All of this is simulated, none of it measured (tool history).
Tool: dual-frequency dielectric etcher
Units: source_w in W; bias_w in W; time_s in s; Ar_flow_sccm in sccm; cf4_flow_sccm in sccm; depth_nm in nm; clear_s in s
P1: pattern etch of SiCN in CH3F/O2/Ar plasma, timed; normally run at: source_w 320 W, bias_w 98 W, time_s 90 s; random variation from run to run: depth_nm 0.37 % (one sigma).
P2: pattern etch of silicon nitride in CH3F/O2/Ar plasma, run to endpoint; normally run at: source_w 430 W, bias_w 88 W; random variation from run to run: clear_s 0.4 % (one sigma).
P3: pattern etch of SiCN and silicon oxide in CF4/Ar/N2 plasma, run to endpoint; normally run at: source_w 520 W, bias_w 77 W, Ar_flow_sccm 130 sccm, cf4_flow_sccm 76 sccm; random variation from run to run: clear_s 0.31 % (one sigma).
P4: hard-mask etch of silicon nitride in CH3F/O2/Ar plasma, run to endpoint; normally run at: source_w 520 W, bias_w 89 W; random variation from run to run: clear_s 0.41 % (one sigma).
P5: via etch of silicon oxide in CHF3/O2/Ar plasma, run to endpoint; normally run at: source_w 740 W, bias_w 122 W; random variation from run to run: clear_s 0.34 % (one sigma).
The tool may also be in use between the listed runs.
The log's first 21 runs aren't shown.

| run | hour | process | source_w | bias_w | time_s | Ar_flow_sccm | cf4_flow_sccm | hours since the last wet clean | hours since the last source power generator calibration | hours since the last bias power generator calibration | depth_nm | clear_s |
|---|---|---|---|---|---|---|---|---|---|---|---|---|
| 22 | 236.9 | P4 | 370 | 89 |  |  |  | 292.3 | 176.7 | 1635.9 |  | 69.477 |
| 23 | 247.6 | P5 | 740 | 122 |  |  |  | 303 | 187.4 | 1646.6 |  | 434.1 |
| 24 | 263.2 | P3 | 520 | 77 |  | 130 | 76 | 318.6 | 203 | 1662.2 |  | 12.694 |
| 25 | 271.9 | P4 | 520 | 89 |  |  |  | 327.3 | 211.7 | 1670.9 |  | 61.584 |
| 26 | 279.9 | P1 | 320 | 98 | 120.5 |  |  | 335.3 | 219.7 | 1678.9 | 46.837 |  |
| 27 | 290.3 | P5 | 740 | 170 |  |  |  | 345.7 | 230.1 | 1689.3 |  | 395.72 |
| 28 | 305.4 | P1 | 320 | 98 | 90 |  |  | 360.8 | 245.2 | 1704.4 | 34.942 |  |
| 29 | 313.2 | P3 | 720 | 77 |  | 130 | 76 | 368.6 | 253 | 1712.2 |  | 9.5236 |
| 30 | 323.4 | P1 | 320 | 98 | 90 |  |  | 378.8 | 263.2 | 1722.4 | 35.166 |  |
| 31 | 334.4 | P1 | 320 | 98 | 90 |  |  | 389.8 | 274.2 | 1733.4 | 34.679 |  |
| 32 | 345.9 | P1 | 320 | 98 | 90 |  |  | 401.3 | 285.7 | 1744.9 | 34.632 |  |

Forecast run 33:
| 33 | 359.3 | P1 | 320 | 98 | 90 |  |  | 414.7 | 299.1 | 1758.3 | ? |  |

{"run 33": {"depth_nm": 34.724}}

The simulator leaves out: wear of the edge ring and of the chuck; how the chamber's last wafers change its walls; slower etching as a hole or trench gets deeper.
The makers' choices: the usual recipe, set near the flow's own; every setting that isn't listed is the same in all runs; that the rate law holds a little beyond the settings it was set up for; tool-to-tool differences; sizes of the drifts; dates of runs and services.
